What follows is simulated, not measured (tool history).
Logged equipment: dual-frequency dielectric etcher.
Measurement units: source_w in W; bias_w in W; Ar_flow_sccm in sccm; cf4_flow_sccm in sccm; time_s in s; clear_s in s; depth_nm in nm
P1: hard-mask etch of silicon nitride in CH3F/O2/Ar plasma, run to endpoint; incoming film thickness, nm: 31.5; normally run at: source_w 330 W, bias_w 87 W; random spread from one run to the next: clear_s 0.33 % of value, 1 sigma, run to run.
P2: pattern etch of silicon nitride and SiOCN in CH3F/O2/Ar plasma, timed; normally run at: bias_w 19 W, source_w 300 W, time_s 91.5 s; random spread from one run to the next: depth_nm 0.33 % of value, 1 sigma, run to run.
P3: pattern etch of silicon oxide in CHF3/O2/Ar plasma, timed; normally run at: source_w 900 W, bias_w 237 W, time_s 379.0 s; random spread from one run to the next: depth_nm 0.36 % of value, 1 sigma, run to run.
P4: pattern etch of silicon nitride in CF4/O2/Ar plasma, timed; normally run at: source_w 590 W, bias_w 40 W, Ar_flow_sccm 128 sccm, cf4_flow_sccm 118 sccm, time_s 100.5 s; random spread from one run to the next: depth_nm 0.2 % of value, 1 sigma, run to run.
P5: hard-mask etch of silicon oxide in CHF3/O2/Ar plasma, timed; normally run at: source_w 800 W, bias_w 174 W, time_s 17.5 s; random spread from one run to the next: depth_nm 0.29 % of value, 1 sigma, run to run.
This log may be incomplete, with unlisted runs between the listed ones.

{"run": 1, "day": 0.146, "process": "P1", "source_w": 330, "bias_w": 87, "clear_s": 44.722}
{"run": 2, "day": 0.371, "process": "P1", "source_w": 330, "bias_w": 87, "clear_s": 44.885}
{"run": 3, "day": 0.6, "process": "P4", "source_w": 370, "bias_w": 40, "Ar_flow_sccm": 128, "cf4_flow_sccm": 118, "time_s": 100.5, "depth_nm": 133.38}
{"run": 4, "day": 0.892, "process": "P1", "source_w": 330, "bias_w": 87, "clear_s": 44.722}
{"run": 5, "day": 1.117, "process": "P3", "source_w": 900, "bias_w": 237, "time_s": 379.0, "depth_nm": 965.66}
{"run": 6, "day": 1.333, "process": "P1", "source_w": 330, "bias_w": 113, "clear_s": 40.721}
{"run": 7, "day": 1.667, "process": "P4", "source_w": 590, "bias_w": 40, "Ar_flow_sccm": 128, "cf4_flow_sccm": 118, "time_s": 100.5, "depth_nm": 200.19}
{"run": 8, "day": 1.875, "process": "P4", "source_w": 590, "bias_w": 40, "Ar_flow_sccm": 128, "cf4_flow_sccm": 71, "time_s": 100.5, "depth_nm": 184.97}
{"run": 9, "day": 2.204, "process": "P1", "source_w": 250, "bias_w": 62, "clear_s": 56.21}
{"run": 10, "day": 2.358, "process": "P4", "source_w": 590, "bias_w": 40, "Ar_flow_sccm": 155, "cf4_flow_sccm": 118, "time_s": 100.5, "depth_nm": 194.56}
{"run": 11, "day": 2.542, "process": "P5", "source_w": 480, "bias_w": 174, "time_s": 17.5, "depth_nm": 31.074}
{"run": 12, "day": 2.808, "process": "P1", "source_w": 400, "bias_w": 87, "clear_s": 41.865}
{"run": 13, "day": 2.983, "process": "P2", "source_w": 300, "bias_w": 19, "time_s": 91.5, "depth_nm": 10.137}
{"run": 14, "day": 3.288, "process": "P5", "source_w": 800, "bias_w": 217, "time_s": 17.5, "depth_nm": 40.846}
{"run": 15, "day": 3.588, "process": "P5", "source_w": 800, "bias_w": 174, "time_s": 17.5, "depth_nm": 38.042}
{"run": 16, "day": 3.838, "process": "P5", "source_w": 800, "bias_w": 174, "time_s": 17.5, "depth_nm": 37.86}
{"run": 17, "day": 4.167, "process": "P4", "source_w": 590, "bias_w": 48, "Ar_flow_sccm": 128, "cf4_flow_sccm": 118, "time_s": 100.5, "depth_nm": 213.38}
{"run": 18, "day": 4.467, "process": "P2", "source_w": 300, "bias_w": 23, "time_s": 91.5, "depth_nm": 11.065}
{"run": 19, "day": 4.617, "process": "P1", "source_w": 330, "bias_w": 87, "clear_s": 44.909}
{"run": 20, "day": 4.846, "process": "P1", "source_w": 220, "bias_w": 87, "clear_s": 52.025}
{"run": 21, "day": 5.062, "process": "P3", "source_w": 900, "bias_w": 237, "time_s": 379.0, "depth_nm": 968.63}
{"run": 22, "day": 5.346, "process": "P3", "source_w": 900, "bias_w": 237, "time_s": 208.5, "depth_nm": 530.0}
{"run": 23, "day": 5.496, "process": "P1", "source_w": 330, "bias_w": 61, "clear_s": 50.454}
{"run": 24, "day": 5.758, "process": "P2", "source_w": 410, "bias_w": 19, "time_s": 91.5, "depth_nm": 11.313}
{"run": 25, "day": 6.079, "process": "P4", "source_w": 590, "bias_w": 40, "Ar_flow_sccm": 128, "cf4_flow_sccm": 118, "time_s": 58.0, "depth_nm": 115.72}
{"run": 26, "day": 6.388, "process": "P3", "source_w": 730, "bias_w": 237, "time_s": 379.0, "depth_nm": 893.74}
{"run": 27, "day": 6.55, "process": "P3", "source_w": 900, "bias_w": 147, "time_s": 379.0, "depth_nm": 828.35}
{"run": 28, "day": 6.883, "process": "P2", "source_w": 300, "bias_w": 19, "time_s": 61.5, "depth_nm": 6.8285}
{"run": 29, "day": 7.079, "process": "P5", "source_w": 800, "bias_w": 174, "time_s": 23.0, "depth_nm": 49.674}
{"run": 30, "day": 7.354, "process": "P1", "source_w": 330, "bias_w": 87, "clear_s": 44.985}
{"run": 31, "day": 7.675, "process": "P1", "source_w": 330, "bias_w": 87, "clear_s": 44.356}
{"run": 32, "day": 7.954, "process": "P1", "source_w": 330, "bias_w": 87, "clear_s": 44.522}
{"day": 7.979, "done": "wet clean of the chamber"}
{"run": 33, "day": 8.175, "process": "P1", "source_w": 330, "bias_w": 87, "clear_s": 44.049}
{"run": 34, "day": 8.35, "process": "P1", "source_w": 330, "bias_w": 87, "clear_s": 44.176}
{"run": 35, "day": 8.521, "process": "P1", "source_w": 330, "bias_w": 87, "clear_s": 44.444}
{"run": 36, "day": 8.771, "process": "P1", "source_w": 330, "bias_w": 87, "clear_s": 44.275}
{"run": 37, "day": 8.954, "process": "P1", "source_w": 330, "bias_w": 87, "clear_s": 44.278}

The log shows P1 creeping away from where it was. Any of the 2 causes listed here, at the size stated for it, fits the log just as well as the others:
A: bias power that arrives over what is set, % = 4.62
B: source power that arrives over what is set, % = 4.49
At approximately day 7.354, the process output began to creep.
The rest of the possible causes, and what rules out each one:
chamber walls in a state that raises the etch rate, %: serviced at day 7.979, after the change had begun; the process did not return to its earlier output

Listed below are the offered check runs, one wafer per run, with question marks in place of results. For which of them would the causes give clearly different outcomes?
{"run": "check 1", "day": 9.138, "process": "P4", "source_w": 590, "bias_w": 40, "Ar_flow_sccm": 128, "cf4_flow_sccm": 75, "time_s": 100.5, "depth_nm": "?"}
{"run": "check 2", "day": 9.138, "process": "P3", "source_w": 900, "bias_w": 193, "time_s": 253.5, "depth_nm": "?"}
{"run": "check 3", "day": 9.138, "process": "P5", "source_w": 480, "bias_w": 174, "time_s": 21.0, "depth_nm": "?"}
{"run": "check 4", "day": 9.138, "process": "P2", "source_w": 300, "bias_w": 19, "time_s": 69.0, "depth_nm": "?"}

Expected result of each check under each candidate cause:
check=check_1 result=depth_nm if_A=190.2900 if_B=194.3100
check=check_2 result=depth_nm if_A=613.2600 if_B=614.4000
check=check_3 result=depth_nm if_A=38.0730 if_B=38.1250
check=check_4 result=depth_nm if_A=7.8154 if_B=7.7789
Distance between the nearest two causes, measured in the result of the check that separates them most: check 1 2.09 %; check 2 0.18 %; check 3 0.14 %; check 4 0.47 %
Only check 1 tells the causes apart: in the others they would give nearly the same result.

Check 1 has now been run. It gave: depth_nm 190.6100 nm. Which of the candidate causes is it?

The correct cause is A, namely: bias power that arrives over what is set, %.
